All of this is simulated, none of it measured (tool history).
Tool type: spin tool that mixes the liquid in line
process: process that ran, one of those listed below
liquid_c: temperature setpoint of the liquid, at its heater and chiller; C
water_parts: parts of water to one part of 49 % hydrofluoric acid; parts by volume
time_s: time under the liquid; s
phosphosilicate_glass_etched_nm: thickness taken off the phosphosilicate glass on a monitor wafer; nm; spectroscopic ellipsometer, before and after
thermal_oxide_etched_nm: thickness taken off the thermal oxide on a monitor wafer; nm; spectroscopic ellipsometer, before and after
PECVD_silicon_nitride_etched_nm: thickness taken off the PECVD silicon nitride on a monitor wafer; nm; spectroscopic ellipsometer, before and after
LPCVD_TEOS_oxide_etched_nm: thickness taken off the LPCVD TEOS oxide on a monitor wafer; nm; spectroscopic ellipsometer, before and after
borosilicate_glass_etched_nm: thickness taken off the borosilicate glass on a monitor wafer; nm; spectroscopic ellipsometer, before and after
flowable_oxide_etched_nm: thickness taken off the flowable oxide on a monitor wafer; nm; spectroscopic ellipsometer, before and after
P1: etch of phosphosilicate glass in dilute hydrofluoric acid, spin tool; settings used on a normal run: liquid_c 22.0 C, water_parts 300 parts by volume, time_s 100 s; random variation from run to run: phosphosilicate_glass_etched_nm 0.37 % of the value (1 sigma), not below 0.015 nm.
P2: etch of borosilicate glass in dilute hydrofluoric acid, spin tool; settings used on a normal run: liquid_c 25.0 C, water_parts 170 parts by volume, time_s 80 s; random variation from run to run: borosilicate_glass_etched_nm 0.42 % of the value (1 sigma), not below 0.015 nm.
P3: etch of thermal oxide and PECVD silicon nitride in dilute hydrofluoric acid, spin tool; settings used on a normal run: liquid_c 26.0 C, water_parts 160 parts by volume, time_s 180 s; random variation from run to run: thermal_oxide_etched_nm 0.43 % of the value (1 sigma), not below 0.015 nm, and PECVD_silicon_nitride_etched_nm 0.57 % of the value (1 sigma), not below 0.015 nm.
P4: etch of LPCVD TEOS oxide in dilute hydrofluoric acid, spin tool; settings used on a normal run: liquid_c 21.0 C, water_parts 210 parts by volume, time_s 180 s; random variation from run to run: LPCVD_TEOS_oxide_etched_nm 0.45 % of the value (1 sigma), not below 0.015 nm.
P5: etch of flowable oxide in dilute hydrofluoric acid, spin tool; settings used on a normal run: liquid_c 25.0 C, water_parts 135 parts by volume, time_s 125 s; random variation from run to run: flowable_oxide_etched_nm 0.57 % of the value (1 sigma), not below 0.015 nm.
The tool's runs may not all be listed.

| run | hour | process | liquid_c | water_parts | time_s | hours since the thermometer was replaced | hours since the hydrofluoric acid flow meter was replaced | phosphosilicate_glass_etched_nm | thermal_oxide_etched_nm | PECVD_silicon_nitride_etched_nm | LPCVD_TEOS_oxide_etched_nm | borosilicate_glass_etched_nm | flowable_oxide_etched_nm |
|---|---|---|---|---|---|---|---|---|---|---|---|---|---|
| 1 | 13.7 | P1 | 22.0 | 300 | 100 | 970.8 | 1461.4 | 32.8120 |  |  |  |  |  |
| 2 | 32.2 | P3 | 26.0 | 160 | 180 | 989.3 | 1479.9 |  | 5.4261 | 3.7205 |  |  |  |
| 3 | 43.9 | P1 | 22.0 | 485 | 100 | 1001.0 | 1491.6 | 17.3440 |  |  |  |  |  |
| 4 | 61.2 | P4 | 27.5 | 210 | 180 | 1018.3 | 1508.9 |  |  |  | 20.6240 |  |  |
| 5 | 76.2 | P4 | 21.0 | 70 | 180 | 1033.3 | 1523.9 |  |  |  | 57.1580 |  |  |
| 6 | 93.7 | P3 | 18.0 | 160 | 180 | 1050.8 | 1541.4 |  | 3.9241 | 2.1915 |  |  |  |
| 7 | 110.2 | P1 | 22.0 | 160 | 100 | 1067.3 | 1557.9 | 71.0560 |  |  |  |  |  |
| 8 | 121.3 | P1 | 22.0 | 300 | 150 | 1078.4 | 1569.0 | 49.2400 |  |  |  |  |  |
| 9 | 136.6 | P1 | 22.0 | 300 | 100 | 1093.7 | 1584.3 | 32.8750 |  |  |  |  |  |
| 10 | 149.7 | P4 | 21.0 | 210 | 180 | 1106.8 | 1597.4 |  |  |  | 16.3020 |  |  |
| 11 | 165.0 | P1 | 22.0 | 300 | 100 | 1122.1 | 1612.7 | 32.5900 |  |  |  |  |  |
| 12 | 174.0 | P2 | 25.0 | 235 | 80 | 1131.1 | 1621.7 |  |  |  |  | 12.4640 |  |
| 13 | 190.7 | P2 | 29.5 | 170 | 80 | 1147.8 | 1638.4 |  |  |  |  | 21.9550 |  |
| 14 | 208.7 | P1 | 22.0 | 300 | 100 | 1165.8 | 1656.4 | 32.8630 |  |  |  |  |  |
| 15 | 224.5 | P5 | 25.0 | 135 | 125 | 1181.6 | 1672.2 |  |  |  |  |  | 20.726 |
| 16 | 241.4 | P3 | 26.0 | 160 | 180 | 1198.5 | 1689.1 |  | 5.4295 | 3.7479 |  |  |  |
| 17 | 259.9 | P4 | 21.0 | 210 | 30 | 1217.0 | 1707.6 |  |  |  | 2.7122 |  |  |
| 18 | 268.5 | P3 | 26.0 | 280 | 180 | 1225.6 | 1716.2 |  | 2.7044 | 2.1269 |  |  |  |
| 19 | 285.7 | P1 | 22.0 | 300 | 100 | 1242.8 | 1733.4 | 32.8300 |  |  |  |  |  |
| 20 | 297.7 | P1 | 22.0 | 300 | 15 | 1254.8 | 1745.4 | 4.9056 |  |  |  |  |  |
| 21 | 309.5 | P5 | 25.0 | 135 | 125 | 1266.6 | 1757.2 |  |  |  |  |  | 20.790 |
| 22 | 325.7 | P5 | 25.0 | 245 | 125 | 1282.8 | 1773.4 |  |  |  |  |  | 10.087 |
| 23 | 339.9 | P2 | 25.0 | 170 | 80 | 1297.0 | 1787.6 |  |  |  |  | 18.3380 |  |
| 24 | 354.1 | P5 | 25.0 | 135 | 190 | 1311.2 | 1801.8 |  |  |  |  |  | 31.571 |
| 25 | 368.1 | P2 | 25.0 | 170 | 80 | 1325.2 | 1815.8 |  |  |  |  | 18.4000 |  |
| 26 | 376.8 | P3 | 26.0 | 160 | 90 | 1333.9 | 1824.5 |  | 2.7115 | 1.8471 |  |  |  |
| 27 | 393.0 | P1 | 18.0 | 300 | 100 | 1350.1 | 1840.7 | 28.2680 |  |  |  |  |  |
| 28 | 409.5 | P1 | 30.0 | 300 | 100 | 1366.6 | 1857.2 | 43.1110 |  |  |  |  |  |
| 29 | 419.5 | P1 | 22.0 | 300 | 100 | 1376.6 | 1867.2 | 32.9100 |  |  |  |  |  |
| 30 | 429.8 | P2 | 25.0 | 170 | 15 | 1386.9 | 1877.5 |  |  |  |  | 3.4448 |  |
| 31 | 442.3 | P1 | 22.0 | 100 | 15 | 1399.4 | 1890.0 | 18.2100 |  |  |  |  |  |
| 32 | 455.1 | P5 | 30.0 | 135 | 125 | 1412.2 | 1902.8 |  |  |  |  |  | 25.178 |
| 33 | 471.0 | P1 | 22.0 | 300 | 100 | 1428.1 | 1918.7 | 32.5690 |  |  |  |  |  |
| 34 | 484.0 | P1 | 22.0 | 300 | 100 | 1441.1 | 1931.7 | 33.4800 |  |  |  |  |  |
| 35 | 499.5 | P1 | 22.0 | 300 | 100 | 1456.6 | 1947.2 | 33.7030 |  |  |  |  |  |
| 36 | 517.0 | P1 | 22.0 | 300 | 100 | 1474.1 | 1964.7 | 34.0980 |  |  |  |  |  |
| 37 | 534.7 | P1 | 22.0 | 300 | 100 | 1491.8 | 1982.4 | 34.4310 |  |  |  |  |  |
| 38 | 551.1 | P1 | 22.0 | 300 | 100 | 1508.2 | 1998.8 | 34.3910 |  |  |  |  |  |
| 39 | 568.8 | P1 | 22.0 | 300 | 100 | 1525.9 | 2016.5 | 34.3850 |  |  |  |  |  |
| 40 | 579.3 | P1 | 22.0 | 300 | 100 | 1536.4 | 2027.0 | 34.1430 |  |  |  |  |  |

What P1 gives has crept off from where it sat before. The 2 causes that follow fit the log equally well, each at the size noted:
A: liquid hotter than its thermometer reads (K) = 1.4
B: hydrofluoric acid flow above the setpoint (%) = 3.92
At approximately hour 471.0, the process output began to creep.

Consider the 4 single-wafer check runs listed below, results given as question marks: which one distinguishes between the causes by giving clearly different results for each?
| check 1 | 589.8 | P3 | 26.0 | 160 | 180 |  |  |  | ? | ? |  |  |  |
| check 2 | 589.8 | P2 | 25.0 | 170 | 80 |  |  |  |  |  |  | ? |  |
| check 3 | 589.8 | P4 | 21.0 | 210 | 180 |  |  |  |  |  | ? |  |  |
| check 4 | 589.8 | P5 | 25.0 | 135 | 125 |  |  |  |  |  |  |  | ? |

How each check would come out, cause by cause:
| check | result | if A | if B |
|---|---|---|---|
| check 1 | thermal_oxide_etched_nm | 5.6830 | 5.6488 |
| check 1 | PECVD_silicon_nitride_etched_nm | 4.0774 | 3.8808 |
| check 2 | borosilicate_glass_etched_nm | 19.4570 | 19.3390 |
| check 3 | LPCVD_TEOS_oxide_etched_nm | 17.1740 | 17.0650 |
| check 4 | flowable_oxide_etched_nm | 21.932 | 21.743 |
Minimum pairwise separation of causes per check, each pair taken at its best-separating result: check 1 4.94 %; check 2 0.61 %; check 3 0.64 %; check 4 0.87 %
The causes can be told apart only by check 1. The other checks would give nearly the same results under each of them.

With check 1 done, the readings were: thermal_oxide_etched_nm 5.6652 nm; PECVD_silicon_nitride_etched_nm 3.8766 nm. Identify which of the listed causes applies.

It is B: hydrofluoric acid flow above the setpoint (%).
